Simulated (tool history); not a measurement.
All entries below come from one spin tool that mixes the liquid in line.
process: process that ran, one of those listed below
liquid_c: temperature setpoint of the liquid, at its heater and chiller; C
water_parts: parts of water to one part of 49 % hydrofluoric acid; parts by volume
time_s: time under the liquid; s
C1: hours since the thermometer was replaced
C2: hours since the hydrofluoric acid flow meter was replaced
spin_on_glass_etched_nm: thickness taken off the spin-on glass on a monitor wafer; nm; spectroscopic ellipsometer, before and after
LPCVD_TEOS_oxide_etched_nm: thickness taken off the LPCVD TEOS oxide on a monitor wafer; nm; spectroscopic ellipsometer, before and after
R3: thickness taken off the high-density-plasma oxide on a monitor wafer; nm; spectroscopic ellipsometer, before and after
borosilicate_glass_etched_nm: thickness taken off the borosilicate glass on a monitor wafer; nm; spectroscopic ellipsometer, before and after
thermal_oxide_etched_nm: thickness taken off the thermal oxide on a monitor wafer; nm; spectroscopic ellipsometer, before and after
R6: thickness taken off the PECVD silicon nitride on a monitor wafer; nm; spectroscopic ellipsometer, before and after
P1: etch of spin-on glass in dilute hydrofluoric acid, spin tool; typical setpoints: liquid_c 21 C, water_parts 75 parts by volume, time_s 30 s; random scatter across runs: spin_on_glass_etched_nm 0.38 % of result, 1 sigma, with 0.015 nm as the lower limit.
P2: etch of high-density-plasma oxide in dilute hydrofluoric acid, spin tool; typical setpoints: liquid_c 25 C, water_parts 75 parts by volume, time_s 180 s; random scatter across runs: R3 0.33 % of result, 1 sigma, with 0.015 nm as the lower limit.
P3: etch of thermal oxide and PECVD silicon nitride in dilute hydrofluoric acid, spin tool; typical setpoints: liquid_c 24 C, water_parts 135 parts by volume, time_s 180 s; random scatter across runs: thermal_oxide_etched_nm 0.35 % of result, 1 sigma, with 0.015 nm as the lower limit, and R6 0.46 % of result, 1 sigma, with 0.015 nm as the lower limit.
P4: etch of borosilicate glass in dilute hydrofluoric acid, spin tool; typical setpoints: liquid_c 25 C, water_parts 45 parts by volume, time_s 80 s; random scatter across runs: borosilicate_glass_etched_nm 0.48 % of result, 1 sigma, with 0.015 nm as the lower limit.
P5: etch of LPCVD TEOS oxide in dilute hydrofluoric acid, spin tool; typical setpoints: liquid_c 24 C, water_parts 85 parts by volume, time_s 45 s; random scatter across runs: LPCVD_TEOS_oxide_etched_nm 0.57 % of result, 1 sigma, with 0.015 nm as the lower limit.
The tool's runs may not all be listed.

{"run": 1, "hour": 3.2, "process": "P1", "liquid_c": 21, "water_parts": 75, "time_s": 30, "C1": 1630.5, "C2": 741.7, "spin_on_glass_etched_nm": 13.52}
{"run": 2, "hour": 6.9, "process": "P5", "liquid_c": 24, "water_parts": 85, "time_s": 45, "C1": 1634.2, "C2": 745.4, "LPCVD_TEOS_oxide_etched_nm": 26.179}
{"run": 3, "hour": 13.6, "process": "P2", "liquid_c": 25, "water_parts": 75, "time_s": 180, "C1": 1640.9, "C2": 752.1, "R3": 17.511}
{"run": 4, "hour": 18.4, "process": "P5", "liquid_c": 24, "water_parts": 85, "time_s": 15, "C1": 1645.7, "C2": 756.9, "LPCVD_TEOS_oxide_etched_nm": 8.7297}
{"run": 5, "hour": 22.5, "process": "P1", "liquid_c": 21, "water_parts": 75, "time_s": 30, "C1": 1649.8, "C2": 761, "spin_on_glass_etched_nm": 13.562}
{"run": 6, "hour": 29.4, "process": "P4", "liquid_c": 25, "water_parts": 45, "time_s": 80, "C1": 1656.7, "C2": 767.9, "borosilicate_glass_etched_nm": 55.835}
{"run": 7, "hour": 35.9, "process": "P5", "liquid_c": 24, "water_parts": 85, "time_s": 45, "C1": 1663.2, "C2": 774.4, "LPCVD_TEOS_oxide_etched_nm": 26.319}
{"run": 8, "hour": 41.1, "process": "P4", "liquid_c": 25, "water_parts": 45, "time_s": 145, "C1": 1668.4, "C2": 779.6, "borosilicate_glass_etched_nm": 100.84}
{"run": 9, "hour": 46.8, "process": "P5", "liquid_c": 30.5, "water_parts": 85, "time_s": 45, "C1": 1674.1, "C2": 785.3, "LPCVD_TEOS_oxide_etched_nm": 33.779}
{"run": 10, "hour": 51.0, "process": "P4", "liquid_c": 25, "water_parts": 75, "time_s": 80, "C1": 1678.3, "C2": 789.5, "borosilicate_glass_etched_nm": 32.125}
{"run": 11, "hour": 56.7, "process": "P5", "liquid_c": 24, "water_parts": 20, "time_s": 45, "C1": 1684, "C2": 795.2, "LPCVD_TEOS_oxide_etched_nm": 121.21}
{"run": 12, "hour": 62.2, "process": "P2", "liquid_c": 25, "water_parts": 45, "time_s": 180, "C1": 1689.5, "C2": 800.7, "R3": 30.339}
{"run": 13, "hour": 68.7, "process": "P1", "liquid_c": 21, "water_parts": 75, "time_s": 30, "C1": 1696, "C2": 807.2, "spin_on_glass_etched_nm": 13.595}
{"run": 14, "hour": 73.7, "process": "P1", "liquid_c": 21, "water_parts": 75, "time_s": 60, "C1": 1701, "C2": 812.2, "spin_on_glass_etched_nm": 27.166}
{"run": 15, "hour": 77.8, "process": "P1", "liquid_c": 21, "water_parts": 140, "time_s": 30, "C1": 1705.1, "C2": 816.3, "spin_on_glass_etched_nm": 6.7624}
{"run": 16, "hour": 84.2, "process": "P3", "liquid_c": 30.5, "water_parts": 135, "time_s": 180, "C1": 1711.5, "C2": 822.7, "thermal_oxide_etched_nm": 7.6188, "R6": 11.883}
{"run": 17, "hour": 89.4, "process": "P1", "liquid_c": 17, "water_parts": 75, "time_s": 30, "C1": 1716.7, "C2": 827.9, "spin_on_glass_etched_nm": 11.472}
{"run": 18, "hour": 95.4, "process": "P1", "liquid_c": 26.5, "water_parts": 75, "time_s": 30, "C1": 1722.7, "C2": 833.9, "spin_on_glass_etched_nm": 17.086}
{"run": 19, "hour": 98.8, "process": "P2", "liquid_c": 25, "water_parts": 75, "time_s": 275, "C1": 1726.1, "C2": 837.3, "R3": 26.785}
{"run": 20, "hour": 102.4, "process": "P4", "liquid_c": 31.5, "water_parts": 45, "time_s": 80, "C1": 1729.7, "C2": 840.9, "borosilicate_glass_etched_nm": 72.826}
{"run": 21, "hour": 107.5, "process": "P3", "liquid_c": 24, "water_parts": 135, "time_s": 260, "C1": 1734.8, "C2": 846, "thermal_oxide_etched_nm": 8.6009, "R6": 11.369}
{"run": 22, "hour": 112.3, "process": "P1", "liquid_c": 21, "water_parts": 75, "time_s": 30, "C1": 1739.6, "C2": 850.8, "spin_on_glass_etched_nm": 13.664}
{"run": 23, "hour": 118.3, "process": "P1", "liquid_c": 21, "water_parts": 75, "time_s": 30, "C1": 1745.6, "C2": 856.8, "spin_on_glass_etched_nm": 13.459}
{"run": 24, "hour": 123.2, "process": "P1", "liquid_c": 21, "water_parts": 35, "time_s": 30, "C1": 1750.5, "C2": 861.7, "spin_on_glass_etched_nm": 30.633}
{"run": 25, "hour": 128.8, "process": "P3", "liquid_c": 24, "water_parts": 230, "time_s": 180, "C1": 1756.1, "C2": 867.3, "thermal_oxide_etched_nm": 3.1929, "R6": 4.6209}
{"run": 26, "hour": 132.8, "process": "P3", "liquid_c": 24, "water_parts": 135, "time_s": 180, "C1": 1760.1, "C2": 871.3, "thermal_oxide_etched_nm": 5.984, "R6": 7.8702}
{"run": 27, "hour": 136.7, "process": "P3", "liquid_c": 24, "water_parts": 135, "time_s": 180, "C1": 1764, "C2": 875.2, "thermal_oxide_etched_nm": 5.9545, "R6": 7.8489}
{"run": 28, "hour": 140.3, "process": "P1", "liquid_c": 17, "water_parts": 75, "time_s": 15, "C1": 1767.6, "C2": 878.8, "spin_on_glass_etched_nm": 5.7203}
{"run": 29, "hour": 143.7, "process": "P2", "liquid_c": 18.5, "water_parts": 75, "time_s": 180, "C1": 1771, "C2": 882.2, "R3": 13.416}
{"run": 30, "hour": 148.5, "process": "P2", "liquid_c": 25, "water_parts": 75, "time_s": 180, "C1": 1775.8, "C2": 887, "R3": 17.49}
{"run": 31, "hour": 154.8, "process": "P1", "liquid_c": 21, "water_parts": 75, "time_s": 15, "C1": 1782.1, "C2": 893.3, "spin_on_glass_etched_nm": 6.7585}
{"run": 32, "hour": 161.7, "process": "P1", "liquid_c": 21, "water_parts": 75, "time_s": 30, "C1": 1789, "C2": 900.2, "spin_on_glass_etched_nm": 13.53}
{"run": 33, "hour": 165.6, "process": "P1", "liquid_c": 21, "water_parts": 75, "time_s": 30, "C1": 1792.9, "C2": 904.1, "spin_on_glass_etched_nm": 13.974}
{"run": 34, "hour": 171.5, "process": "P1", "liquid_c": 21, "water_parts": 75, "time_s": 30, "C1": 1798.8, "C2": 910, "spin_on_glass_etched_nm": 14.31}
{"run": 35, "hour": 176.4, "process": "P1", "liquid_c": 21, "water_parts": 75, "time_s": 30, "C1": 1803.7, "C2": 914.9, "spin_on_glass_etched_nm": 14.676}
{"run": 36, "hour": 182.0, "process": "P1", "liquid_c": 21, "water_parts": 75, "time_s": 30, "C1": 1809.3, "C2": 920.5, "spin_on_glass_etched_nm": 14.687}
{"run": 37, "hour": 185.7, "process": "P1", "liquid_c": 21, "water_parts": 75, "time_s": 30, "C1": 1813, "C2": 924.2, "spin_on_glass_etched_nm": 14.773}
{"run": 38, "hour": 189.2, "process": "P1", "liquid_c": 21, "water_parts": 75, "time_s": 30, "C1": 1816.5, "C2": 927.7, "spin_on_glass_etched_nm": 14.871}
{"run": 39, "hour": 192.8, "process": "P1", "liquid_c": 21, "water_parts": 75, "time_s": 30, "C1": 1820.1, "C2": 931.3, "spin_on_glass_etched_nm": 14.981}
{"run": 40, "hour": 199.8, "process": "P1", "liquid_c": 21, "water_parts": 75, "time_s": 30, "C1": 1827.1, "C2": 938.3, "spin_on_glass_etched_nm": 14.95}
{"run": 41, "hour": 203.1, "process": "P1", "liquid_c": 21, "water_parts": 75, "time_s": 30, "C1": 1830.4, "C2": 941.6, "spin_on_glass_etched_nm": 14.909}
{"run": 42, "hour": 209.6, "process": "P1", "liquid_c": 21, "water_parts": 75, "time_s": 30, "C1": 1836.9, "C2": 948.1, "spin_on_glass_etched_nm": 14.941}

What P1 gives has crept off from where it sat before. The 2 causes that follow fit the log equally well, each at the size noted:
A: hydrofluoric acid flow above the setpoint (%) = 9.47
B: liquid hotter than its thermometer reads (K) = 2.4
At approximately hour 161.7, the process output began to creep.

Listed below are the offered check runs, one wafer per run, with question marks in place of results. For which of them would the causes give clearly different outcomes?
{"run": "check 1", "hour": 216.1, "process": "P5", "liquid_c": 24, "water_parts": 85, "time_s": 45, "LPCVD_TEOS_oxide_etched_nm": "?"}
{"run": "check 2", "hour": 216.1, "process": "P2", "liquid_c": 25, "water_parts": 75, "time_s": 180, "R3": "?"}
{"run": "check 3", "hour": 216.1, "process": "P4", "liquid_c": 25, "water_parts": 45, "time_s": 80, "borosilicate_glass_etched_nm": "?"}
{"run": "check 4", "hour": 216.1, "process": "P3", "liquid_c": 24, "water_parts": 135, "time_s": 180, "thermal_oxide_etched_nm": "?", "R6": "?"}

Expected result of each check under each candidate cause:
check=check_1 result=LPCVD_TEOS_oxide_etched_nm if_A=29.09 if_B=28.956
check=check_2 result=R3 if_A=19.284 if_B=19.208
check=check_3 result=borosilicate_glass_etched_nm if_A=61.796 if_B=61.903
check=check_4 result=thermal_oxide_etched_nm if_A=6.6218 if_B=6.5389
check=check_4 result=R6 if_A=8.6472 if_B=9.2255
Separation of the two closest causes in each check, using whichever result separates them best: check 1 0.46 %; check 2 0.4 %; check 3 0.17 %; check 4 6.47 %
The other checks would show nearly matching results whichever cause is true, so check 4 is the only one that separates the causes.

Running check 4 produced the following: thermal_oxide_etched_nm 6.6263 nm; R6 8.5938 nm. Which one of the listed causes fits?

The cause is A: hydrofluoric acid flow above the setpoint (%).

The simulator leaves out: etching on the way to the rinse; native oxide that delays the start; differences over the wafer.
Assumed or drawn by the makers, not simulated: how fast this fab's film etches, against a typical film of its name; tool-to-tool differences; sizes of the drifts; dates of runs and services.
